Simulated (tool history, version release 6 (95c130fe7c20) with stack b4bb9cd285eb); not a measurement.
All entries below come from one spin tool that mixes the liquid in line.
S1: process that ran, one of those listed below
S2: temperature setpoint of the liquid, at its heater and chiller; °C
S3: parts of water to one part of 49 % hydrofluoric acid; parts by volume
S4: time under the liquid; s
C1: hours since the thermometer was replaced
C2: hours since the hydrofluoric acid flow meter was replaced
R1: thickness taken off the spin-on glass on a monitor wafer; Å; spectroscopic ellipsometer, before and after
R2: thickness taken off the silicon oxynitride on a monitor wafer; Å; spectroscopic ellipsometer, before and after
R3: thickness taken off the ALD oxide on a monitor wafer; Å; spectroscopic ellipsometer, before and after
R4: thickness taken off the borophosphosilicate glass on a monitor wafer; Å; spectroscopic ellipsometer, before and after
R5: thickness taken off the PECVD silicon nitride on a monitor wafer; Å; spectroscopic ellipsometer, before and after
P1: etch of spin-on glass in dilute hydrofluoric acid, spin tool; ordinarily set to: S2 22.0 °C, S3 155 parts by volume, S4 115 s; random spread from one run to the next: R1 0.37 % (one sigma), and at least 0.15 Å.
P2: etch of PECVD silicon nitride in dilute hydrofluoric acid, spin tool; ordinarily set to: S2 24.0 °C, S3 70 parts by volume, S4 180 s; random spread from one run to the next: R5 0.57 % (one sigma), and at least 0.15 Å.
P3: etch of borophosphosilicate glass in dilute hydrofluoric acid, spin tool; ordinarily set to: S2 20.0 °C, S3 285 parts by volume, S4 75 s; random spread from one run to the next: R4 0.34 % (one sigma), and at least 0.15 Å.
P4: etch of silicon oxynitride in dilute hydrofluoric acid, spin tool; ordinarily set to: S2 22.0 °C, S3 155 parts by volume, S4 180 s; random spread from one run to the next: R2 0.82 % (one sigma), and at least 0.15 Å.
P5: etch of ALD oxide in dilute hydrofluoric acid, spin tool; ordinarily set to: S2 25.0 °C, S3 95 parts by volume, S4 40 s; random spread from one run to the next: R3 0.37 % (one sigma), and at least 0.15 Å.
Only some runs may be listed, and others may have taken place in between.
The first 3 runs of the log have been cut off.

| run | hour | S1 | S2 | S3 | S4 | C1 | C2 | R1 | R2 | R3 | R4 | R5 |
|---|---|---|---|---|---|---|---|---|---|---|---|---|
| 4 | 20.7 | P1 | 22.0 | 155 | 115 | 401.2 | 208.6 | 135.570 |  |  |  |  |
| 5 | 28.0 | P1 | 22.0 | 155 | 175 | 408.5 | 215.9 | 205.030 |  |  |  |  |
| 6 | 32.8 | P1 | 22.0 | 245 | 115 | 413.3 | 220.7 | 77.426 |  |  |  |  |
| 7 | 39.0 | P5 | 25.0 | 95 | 15 | 419.5 | 226.9 |  |  | 34.227 |  |  |
| 8 | 43.3 | P1 | 28.5 | 155 | 115 | 423.8 | 231.2 | 171.720 |  |  |  |  |
| 9 | 49.7 | P4 | 22.0 | 155 | 300 | 430.2 | 237.6 |  | 41.237 |  |  |  |
| 10 | 55.6 | P3 | 20.0 | 285 | 75 | 436.1 | 243.5 |  |  |  | 106.560 |  |
| 11 | 60.7 | P1 | 22.0 | 155 | 115 | 441.2 | 248.6 | 134.410 |  |  |  |  |
| 12 | 65.1 | P2 | 24.0 | 70 | 25 | 445.6 | 253.0 |  |  |  |  | 6.0575 |
| 13 | 72.1 | P1 | 26.0 | 155 | 35 | 452.6 | 260.0 | 47.492 |  |  |  |  |
| 14 | 76.4 | P1 | 22.0 | 155 | 15 | 456.9 | 264.3 | 17.407 |  |  |  |  |
| 15 | 80.0 | P5 | 25.0 | 145 | 40 | 460.5 | 267.9 |  |  | 56.184 |  |  |
| 16 | 83.5 | P3 | 20.0 | 285 | 75 | 464.0 | 271.4 |  |  |  | 106.840 |  |
| 17 | 89.9 | P2 | 19.5 | 70 | 180 | 470.4 | 277.8 |  |  |  |  | 32.2320 |
| 18 | 93.4 | P1 | 22.0 | 50 | 115 | 473.9 | 281.3 | 472.310 |  |  |  |  |
| 19 | 97.9 | P5 | 25.0 | 95 | 40 | 478.4 | 285.8 |  |  | 91.125 |  |  |
| 20 | 103.5 | P1 | 18.0 | 155 | 115 | 484.0 | 291.4 | 114.920 |  |  |  |  |
| 21 | 108.5 | P1 | 22.0 | 55 | 225 | 489.0 | 296.4 | 834.750 |  |  |  |  |
| 22 | 115.1 | P1 | 22.0 | 155 | 115 | 495.6 | 303.0 | 135.170 |  |  |  |  |
| 23 | 120.3 | P1 | 28.0 | 250 | 115 | 500.8 | 308.2 | 92.867 |  |  |  |  |
| 24 | 126.6 | P3 | 20.0 | 285 | 15 | 507.1 | 314.5 |  |  |  | 21.268 |  |

What does the tool deliver on the next run?
| 25 | 129.8 | P1 | 22.0 | 155 | 115 | 510.3 | 317.7 | ? |  |  |  |  |

R1: 135.410 Å

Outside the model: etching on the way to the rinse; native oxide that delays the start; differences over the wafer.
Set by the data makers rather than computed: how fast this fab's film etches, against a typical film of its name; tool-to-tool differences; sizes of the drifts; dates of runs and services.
